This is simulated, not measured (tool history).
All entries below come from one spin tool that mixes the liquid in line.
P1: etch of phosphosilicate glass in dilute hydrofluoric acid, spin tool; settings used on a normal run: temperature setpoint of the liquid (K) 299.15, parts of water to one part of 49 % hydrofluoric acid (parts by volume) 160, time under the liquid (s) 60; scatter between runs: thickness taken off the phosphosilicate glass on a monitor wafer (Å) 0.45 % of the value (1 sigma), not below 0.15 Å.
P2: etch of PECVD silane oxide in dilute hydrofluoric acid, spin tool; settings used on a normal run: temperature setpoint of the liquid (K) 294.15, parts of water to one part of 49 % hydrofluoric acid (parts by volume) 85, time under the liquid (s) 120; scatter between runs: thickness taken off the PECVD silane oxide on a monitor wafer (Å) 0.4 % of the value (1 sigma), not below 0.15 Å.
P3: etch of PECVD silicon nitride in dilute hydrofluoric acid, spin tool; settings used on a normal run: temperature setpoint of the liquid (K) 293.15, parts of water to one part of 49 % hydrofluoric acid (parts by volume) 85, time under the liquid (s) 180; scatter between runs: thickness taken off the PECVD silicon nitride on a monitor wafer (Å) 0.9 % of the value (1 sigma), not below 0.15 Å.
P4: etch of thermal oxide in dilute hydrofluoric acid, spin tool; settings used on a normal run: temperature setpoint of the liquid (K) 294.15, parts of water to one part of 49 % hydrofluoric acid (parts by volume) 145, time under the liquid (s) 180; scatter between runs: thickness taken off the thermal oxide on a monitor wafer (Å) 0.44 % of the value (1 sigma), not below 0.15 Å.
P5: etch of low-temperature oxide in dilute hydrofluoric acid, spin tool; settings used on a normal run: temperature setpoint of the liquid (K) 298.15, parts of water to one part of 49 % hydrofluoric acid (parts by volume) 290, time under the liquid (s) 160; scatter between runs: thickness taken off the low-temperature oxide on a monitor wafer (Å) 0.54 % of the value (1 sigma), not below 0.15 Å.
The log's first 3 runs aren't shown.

run   hour  process that ran  temperature setpoint of the liquid (K)  parts of water to one part of 49 % hydrofluoric acid (parts by volume)  time under the liquid (s)  thickness taken off the phosphosilicate glass on a monitor wafer (Å)  thickness taken off the PECVD silicon nitride on a monitor wafer (Å)  thickness taken off the PECVD silane oxide on a monitor wafer (Å)  thickness taken off the thermal oxide on a monitor wafer (Å)  thickness taken off the low-temperature oxide on a monitor wafer (Å)
  4     40                P3                                  293.15                                                                      85                        260                                                                                                                                      39.629
  5   47.8                P3                                  293.15                                                                      20                        180                                                                                                                                      111.91
  6     55                P2                                  294.15                                                                     150                        120                                                                                                                                                                                                         152.46
  7   63.3                P4                                  294.15                                                                     145                        180                                                                                                                                                                                                                                                                       52.376
  8   75.9                P1                                  299.15                                                                      90                         60                                                                955.87
  9   86.3                P2                                  301.15                                                                      85                        120                                                                                                                                                                                                         382.72
 10  102.4                P3                                  290.15                                                                      85                        180                                                                                                                                      22.654
 11  114.4                P1                                  299.15                                                                     160                         15                                                                123.43
 12  130.3                P1                                  304.65                                                                     160                         60                                                                605.08
 13  144.8                P4                                  294.15                                                                     230                        180                                                                                                                                                                                                                                                                       30.384
 14    155                P1                                  299.15                                                                     160                         60                                                                499.17
 15  168.8                P1                                  299.15                                                                     160                         60                                                                495.91
 16  180.3                P5                                  298.15                                                                     290                         15                                                                                                                                                                                                                                                                                                                                             5.8911
 17  193.6                P1                                  293.15                                                                     160                         60                                                                394.14
 18  203.5                P1                                  299.15                                                                     275                         60                                                                254.33
 19  211.4                P1                                  299.15                                                                     160                         60                                                                 494.2
 20  225.5                P5                                  298.15                                                                     290                        160                                                                                                                                                                                                                                                                                                                                             63.232
 21  237.5                P4                                  294.15                                                                     145                         40                                                                                                                                                                                                                                                                       11.938
 22    249                P1                                  299.15                                                                     160                         95                                                                788.51

Forecast run 23:
 23  258.9                P1                                  299.15                                                                     160                         60                                                                     ?

{"run 23": {"thickness taken off the phosphosilicate glass on a monitor wafer (Å)": 494.41}}
